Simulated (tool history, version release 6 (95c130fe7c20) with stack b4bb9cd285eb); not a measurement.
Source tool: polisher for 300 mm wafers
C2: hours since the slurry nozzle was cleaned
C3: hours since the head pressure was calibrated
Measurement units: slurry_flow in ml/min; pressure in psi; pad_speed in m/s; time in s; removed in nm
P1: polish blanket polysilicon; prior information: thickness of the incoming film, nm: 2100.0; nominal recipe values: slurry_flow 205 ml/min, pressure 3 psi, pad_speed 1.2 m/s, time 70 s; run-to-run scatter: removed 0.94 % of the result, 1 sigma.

{"run": 1, "hour": 4.1, "slurry_flow": 205, "pressure": 3, "pad_speed": 1.2, "time": 70, "wafers polished on this pad": 657, "C2": 114.3, "C3": 777, "removed": 615.55}
{"run": 2, "hour": 10.7, "slurry_flow": 205, "pressure": 3, "pad_speed": 1.2, "time": 70, "wafers polished on this pad": 706, "C2": 120.9, "C3": 783.6, "removed": 625.42}
{"run": 3, "hour": 13.9, "slurry_flow": 205, "pressure": 3, "pad_speed": 1.2, "time": 70, "wafers polished on this pad": 729, "C2": 124.1, "C3": 786.8, "removed": 610.06}
{"run": 4, "hour": 20.7, "slurry_flow": 205, "pressure": 3, "pad_speed": 1.2, "time": 101, "wafers polished on this pad": 780, "C2": 130.9, "C3": 793.6, "removed": 895.16}
{"run": 5, "hour": 25.4, "slurry_flow": 205, "pressure": 3, "pad_speed": 1.7, "time": 47, "wafers polished on this pad": 814, "C2": 135.6, "C3": 798.3, "removed": 592.28}
{"run": 6, "hour": 28.6, "slurry_flow": 205, "pressure": 4.1, "pad_speed": 1.2, "time": 70, "wafers polished on this pad": 838, "C2": 138.8, "C3": 801.5, "removed": 831.49}
{"hour": 29.7, "done": "slurry nozzle cleaned"}
{"run": 7, "hour": 34.4, "slurry_flow": 125, "pressure": 3, "pad_speed": 1.2, "time": 70, "wafers polished on this pad": 881, "C2": 4.7, "C3": 807.3, "removed": 569.59}
{"run": 8, "hour": 37.8, "slurry_flow": 205, "pressure": 3, "pad_speed": 0.7, "time": 70, "wafers polished on this pad": 906, "C2": 8.1, "C3": 810.7, "removed": 354.47}
{"run": 9, "hour": 42.0, "slurry_flow": 205, "pressure": 3, "pad_speed": 1.84, "time": 70, "wafers polished on this pad": 937, "C2": 12.3, "C3": 814.9, "removed": 951.94}
{"run": 10, "hour": 46.4, "slurry_flow": 205, "pressure": 3, "pad_speed": 1.2, "time": 70, "wafers polished on this pad": 970, "C2": 16.7, "C3": 819.3, "removed": 617.74}
{"run": 11, "hour": 52.4, "slurry_flow": 205, "pressure": 1.4, "pad_speed": 1.2, "time": 70, "wafers polished on this pad": 1014, "C2": 22.7, "C3": 825.3, "removed": 288.4}
{"hour": 54.1, "done": "worn pad replaced by a new one"}
{"run": 12, "hour": 56.2, "slurry_flow": 205, "pressure": 3, "pad_speed": 1.2, "time": 36, "wafers polished on this pad": 16, "C2": 26.5, "C3": 829.1, "removed": 320.87}
{"run": 13, "hour": 61.9, "slurry_flow": 270, "pressure": 3, "pad_speed": 1.2, "time": 70, "wafers polished on this pad": 58, "C2": 32.2, "C3": 834.8, "removed": 630.23}
{"run": 14, "hour": 66.1, "slurry_flow": 205, "pressure": 3, "pad_speed": 1.2, "time": 70, "wafers polished on this pad": 89, "C2": 36.4, "C3": 839, "removed": 611.88}
{"run": 15, "hour": 69.1, "slurry_flow": 205, "pressure": 3, "pad_speed": 1.2, "time": 70, "wafers polished on this pad": 111, "C2": 39.4, "C3": 842, "removed": 614.3}
{"run": 16, "hour": 72.9, "slurry_flow": 205, "pressure": 3, "pad_speed": 1.2, "time": 70, "wafers polished on this pad": 139, "C2": 43.2, "C3": 845.8, "removed": 592.53}
{"run": 17, "hour": 77.9, "slurry_flow": 205, "pressure": 3, "pad_speed": 1.2, "time": 70, "wafers polished on this pad": 176, "C2": 48.2, "C3": 850.8, "removed": 593.9}
{"run": 18, "hour": 83.5, "slurry_flow": 205, "pressure": 3, "pad_speed": 1.2, "time": 70, "wafers polished on this pad": 217, "C2": 53.8, "C3": 856.4, "removed": 584.83}
{"run": 19, "hour": 89.8, "slurry_flow": 205, "pressure": 3, "pad_speed": 1.2, "time": 70, "wafers polished on this pad": 264, "C2": 60.1, "C3": 862.7, "removed": 581.09}
{"run": 20, "hour": 96.0, "slurry_flow": 205, "pressure": 3, "pad_speed": 1.2, "time": 70, "wafers polished on this pad": 310, "C2": 66.3, "C3": 868.9, "removed": 590.09}
{"hour": 96.4, "done": "worn pad replaced by a new one"}
{"run": 21, "hour": 99.0, "slurry_flow": 205, "pressure": 3, "pad_speed": 1.2, "time": 70, "wafers polished on this pad": 19, "C2": 69.3, "C3": 871.9, "removed": 569.06}
{"run": 22, "hour": 105.4, "slurry_flow": 205, "pressure": 3, "pad_speed": 1.2, "time": 70, "wafers polished on this pad": 66, "C2": 75.7, "C3": 878.3, "removed": 580.92}
{"run": 23, "hour": 111.8, "slurry_flow": 205, "pressure": 3, "pad_speed": 1.2, "time": 70, "wafers polished on this pad": 114, "C2": 82.1, "C3": 884.7, "removed": 577.22}
{"run": 24, "hour": 115.2, "slurry_flow": 205, "pressure": 3, "pad_speed": 1.2, "time": 70, "wafers polished on this pad": 139, "C2": 85.5, "C3": 888.1, "removed": 587.7}

P1 no longer gives what it gave before; its output has crept away from where it was. The following 2 causes, each at its listed size, fit the log equally well:
A: slurry flow missing at the pad, % = 33.7
B: head's pressure below its setpoint, % = 6.31
The process output started creeping at around hour 66.1.
Ruled out, with reasons:
removal rate lost through wear of the pad, %: was serviced at hour 96.4, once the creep was under way, yet the earlier output never came back

Which of the check runs below tells the causes apart, meaning the causes would give it clearly different results? Each run uses 5 wafers whose results are averaged, and each result is shown as a question mark.
{"run": "check 1", "hour": 118.6, "slurry_flow": 205, "pressure": 3, "pad_speed": 1.2, "time": 96, "removed": "?"}
{"run": "check 2", "hour": 118.6, "slurry_flow": 205, "pressure": 1.5, "pad_speed": 0.94, "time": 70, "removed": "?"}
{"run": "check 3", "hour": 118.6, "slurry_flow": 125, "pressure": 3, "pad_speed": 1.2, "time": 70, "removed": "?"}
{"run": "check 4", "hour": 118.6, "slurry_flow": 205, "pressure": 3, "pad_speed": 0.82, "time": 70, "removed": "?"}

Check results expected under each cause:
check=check_1 result=removed if_A=791.61 if_B=791.53
check=check_2 result=removed if_A=226.08 if_B=226.05
check=check_3 result=removed if_A=512.74 if_B=531.92
check=check_4 result=removed if_A=394.43 if_B=394.39
Smallest distance between any two causes, each pair judged by its most separating result, in per cent: check 1 0.01 %; check 2 0.01 %; check 3 3.67 %; check 4 0.01 %
Check 3 is the one run that separates the causes; every other check would come out nearly the same whichever cause is at work.

With check 3 done, the readings were: removed 513.42 nm. Identify which of the listed causes applies.

The cause is A: slurry flow missing at the pad, %.

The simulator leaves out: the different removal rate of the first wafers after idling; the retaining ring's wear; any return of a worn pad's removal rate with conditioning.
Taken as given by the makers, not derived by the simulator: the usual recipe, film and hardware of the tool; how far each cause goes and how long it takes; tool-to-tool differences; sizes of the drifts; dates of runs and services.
